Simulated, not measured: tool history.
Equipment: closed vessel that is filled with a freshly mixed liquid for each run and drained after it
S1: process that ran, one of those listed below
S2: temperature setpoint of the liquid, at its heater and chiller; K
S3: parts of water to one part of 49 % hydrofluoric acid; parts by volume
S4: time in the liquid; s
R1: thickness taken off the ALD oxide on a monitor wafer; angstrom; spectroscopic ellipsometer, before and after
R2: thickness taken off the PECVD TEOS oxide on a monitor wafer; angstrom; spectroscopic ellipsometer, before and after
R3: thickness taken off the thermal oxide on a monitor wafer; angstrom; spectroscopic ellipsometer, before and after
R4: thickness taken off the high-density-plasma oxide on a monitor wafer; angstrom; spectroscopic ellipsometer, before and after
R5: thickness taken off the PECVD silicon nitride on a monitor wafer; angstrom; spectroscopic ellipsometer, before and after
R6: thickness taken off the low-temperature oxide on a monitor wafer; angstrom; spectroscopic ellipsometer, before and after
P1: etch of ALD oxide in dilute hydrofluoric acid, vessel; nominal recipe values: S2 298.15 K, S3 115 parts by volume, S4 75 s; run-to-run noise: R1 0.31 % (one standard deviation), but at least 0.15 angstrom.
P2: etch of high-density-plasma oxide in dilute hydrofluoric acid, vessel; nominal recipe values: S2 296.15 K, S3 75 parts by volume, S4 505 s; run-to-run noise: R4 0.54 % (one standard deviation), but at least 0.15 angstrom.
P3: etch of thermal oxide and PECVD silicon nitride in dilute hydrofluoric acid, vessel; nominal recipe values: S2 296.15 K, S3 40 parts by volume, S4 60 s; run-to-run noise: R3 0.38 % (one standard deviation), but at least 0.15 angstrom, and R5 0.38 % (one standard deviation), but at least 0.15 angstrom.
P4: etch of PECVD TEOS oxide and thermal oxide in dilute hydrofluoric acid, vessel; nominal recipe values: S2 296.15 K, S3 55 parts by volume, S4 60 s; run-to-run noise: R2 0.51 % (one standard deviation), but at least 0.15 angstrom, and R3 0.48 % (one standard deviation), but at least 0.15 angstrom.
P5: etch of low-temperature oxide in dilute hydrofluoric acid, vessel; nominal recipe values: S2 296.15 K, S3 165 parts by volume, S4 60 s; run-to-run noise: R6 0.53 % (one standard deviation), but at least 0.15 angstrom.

{"run": 1, "day": 0.108, "S1": "P1", "S2": 298.15, "S3": 115, "S4": 75, "R1": 76.668}
{"run": 2, "day": 0.312, "S1": "P4", "S2": 296.15, "S3": 35, "S4": 60, "R2": 342.21, "R3": 81.196}
{"run": 3, "day": 0.525, "S1": "P1", "S2": 292.15, "S3": 115, "S4": 75, "R1": 60.474}
{"run": 4, "day": 0.721, "S1": "P1", "S2": 304.65, "S3": 115, "S4": 75, "R1": 98.149}
{"run": 5, "day": 0.871, "S1": "P2", "S2": 296.15, "S3": 135, "S4": 505, "R4": 172.38}
{"run": 6, "day": 0.971, "S1": "P1", "S2": 298.15, "S3": 115, "S4": 75, "R1": 76.592}
{"run": 7, "day": 1.146, "S1": "P3", "S2": 296.15, "S3": 55, "S4": 60, "R3": 55.97, "R5": 41.918}
{"run": 8, "day": 1.3, "S1": "P5", "S2": 296.15, "S3": 165, "S4": 60, "R6": 111.84}
{"run": 9, "day": 1.458, "S1": "P1", "S2": 298.15, "S3": 115, "S4": 75, "R1": 76.383}
{"run": 10, "day": 1.567, "S1": "P2", "S2": 296.15, "S3": 75, "S4": 505, "R4": 332.74}
{"run": 11, "day": 1.75, "S1": "P3", "S2": 290.15, "S3": 40, "S4": 60, "R3": 60.318, "R5": 37.641}
{"run": 12, "day": 1.858, "S1": "P5", "S2": 296.15, "S3": 165, "S4": 120, "R6": 224.3}
{"run": 13, "day": 2.029, "S1": "P2", "S2": 296.15, "S3": 75, "S4": 505, "R4": 330.52}
{"run": 14, "day": 2.138, "S1": "P4", "S2": 296.15, "S3": 55, "S4": 60, "R2": 213.34, "R3": 50.666}
{"run": 15, "day": 2.275, "S1": "P1", "S2": 298.15, "S3": 210, "S4": 75, "R1": 37.799}
{"run": 16, "day": 2.421, "S1": "P2", "S2": 296.15, "S3": 75, "S4": 55, "R4": 36.208}
{"run": 17, "day": 2.567, "S1": "P4", "S2": 296.15, "S3": 55, "S4": 30, "R2": 105.85, "R3": 25.326}
{"run": 18, "day": 2.733, "S1": "P5", "S2": 296.15, "S3": 230, "S4": 60, "R6": 75.377}
{"run": 19, "day": 2.867, "S1": "P1", "S2": 298.15, "S3": 45, "S4": 110, "R1": 316.01}
{"run": 20, "day": 3.029, "S1": "P4", "S2": 296.15, "S3": 55, "S4": 60, "R2": 213.35, "R3": 50.665}
{"run": 21, "day": 3.146, "S1": "P3", "S2": 296.15, "S3": 40, "S4": 100, "R3": 131.17, "R5": 96.49}
{"run": 22, "day": 3.271, "S1": "P2", "S2": 290.15, "S3": 75, "S4": 505, "R4": 258.23}
{"run": 23, "day": 3.483, "S1": "P1", "S2": 298.15, "S3": 35, "S4": 75, "R1": 280.26}
{"run": 24, "day": 3.646, "S1": "P1", "S2": 290.65, "S3": 60, "S4": 75, "R1": 115.6}
{"run": 25, "day": 3.742, "S1": "P5", "S2": 291.15, "S3": 165, "S4": 60, "R6": 91.555}
{"run": 26, "day": 3.846, "S1": "P1", "S2": 298.15, "S3": 115, "S4": 30, "R1": 30.768}
{"run": 27, "day": 4.05, "S1": "P3", "S2": 296.15, "S3": 40, "S4": 60, "R3": 78.287, "R5": 57.437}
{"run": 28, "day": 4.183, "S1": "P1", "S2": 298.15, "S3": 115, "S4": 75, "R1": 77.013}
{"run": 29, "day": 4.358, "S1": "P4", "S2": 290.15, "S3": 55, "S4": 60, "R2": 167.1, "R3": 39.374}
{"run": 30, "day": 4.479, "S1": "P1", "S2": 298.15, "S3": 115, "S4": 75, "R1": 77.161}
{"run": 31, "day": 4.658, "S1": "P1", "S2": 298.15, "S3": 115, "S4": 115, "R1": 117.71}
{"run": 32, "day": 4.862, "S1": "P1", "S2": 298.15, "S3": 115, "S4": 75, "R1": 76.616}
{"run": 33, "day": 4.967, "S1": "P1", "S2": 298.15, "S3": 115, "S4": 75, "R1": 76.069}
{"run": 34, "day": 5.096, "S1": "P1", "S2": 298.15, "S3": 115, "S4": 75, "R1": 74.793}
{"run": 35, "day": 5.312, "S1": "P1", "S2": 298.15, "S3": 115, "S4": 75, "R1": 74.085}
{"run": 36, "day": 5.425, "S1": "P1", "S2": 298.15, "S3": 115, "S4": 75, "R1": 73.988}
{"run": 37, "day": 5.55, "S1": "P1", "S2": 298.15, "S3": 115, "S4": 75, "R1": 73.791}
{"run": 38, "day": 5.725, "S1": "P1", "S2": 298.15, "S3": 115, "S4": 75, "R1": 72.935}
{"run": 39, "day": 5.842, "S1": "P1", "S2": 298.15, "S3": 115, "S4": 75, "R1": 72.392}
{"run": 40, "day": 5.954, "S1": "P1", "S2": 298.15, "S3": 115, "S4": 75, "R1": 72.104}
{"run": 41, "day": 6.112, "S1": "P1", "S2": 298.15, "S3": 115, "S4": 75, "R1": 72.571}
{"run": 42, "day": 6.292, "S1": "P1", "S2": 298.15, "S3": 115, "S4": 75, "R1": 72.059}
{"run": 43, "day": 6.467, "S1": "P1", "S2": 298.15, "S3": 115, "S4": 75, "R1": 72.022}

P1 no longer gives what it gave before; its output has crept away from where it was. The following 2 causes, each at its listed size, fit the log equally well:
A: hydrofluoric acid flow below the setpoint (%) = 5.07
B: liquid colder than its thermometer reads (K) = 1.53
The gradual shift began around day 4.862.

Each of the 4 check runs below uses one wafer; its results are left as question marks. Which run tells the causes apart?
{"run": "check 1", "day": 6.642, "S1": "P4", "S2": 296.15, "S3": 55, "S4": 60, "R2": "?", "R3": "?"}
{"run": "check 2", "day": 6.642, "S1": "P5", "S2": 296.15, "S3": 165, "S4": 60, "R6": "?"}
{"run": "check 3", "day": 6.642, "S1": "P3", "S2": 296.15, "S3": 40, "S4": 60, "R3": "?", "R5": "?"}
{"run": "check 4", "day": 6.642, "S1": "P2", "S2": 296.15, "S3": 75, "S4": 505, "R4": "?"}

What each check would give under each cause:
check=check_1 result=R2 if_A=201.85 if_B=200.29
check=check_1 result=R3 if_A=47.814 if_B=47.444
check=check_2 result=R6 if_A=105.340 if_B=105.620
check=check_3 result=R3 if_A=74.158 if_B=73.462
check=check_3 result=R5 if_A=54.456 if_B=51.578
check=check_4 result=R4 if_A=313.780 if_B=312.020
Per check, the gap between the least separated pair of causes, taken in the result that splits them most: check 1 0.78 %; check 2 0.27 %; check 3 5.43 %; check 4 0.56 %
The other checks would show nearly matching results whichever cause is true, so check 3 is the only one that separates the causes.

After running check 3, the following was obtained: R3 73.759 angstrom; R5 51.325 angstrom. Which cause does this point to?

B is the cause: liquid colder than its thermometer reads (K).

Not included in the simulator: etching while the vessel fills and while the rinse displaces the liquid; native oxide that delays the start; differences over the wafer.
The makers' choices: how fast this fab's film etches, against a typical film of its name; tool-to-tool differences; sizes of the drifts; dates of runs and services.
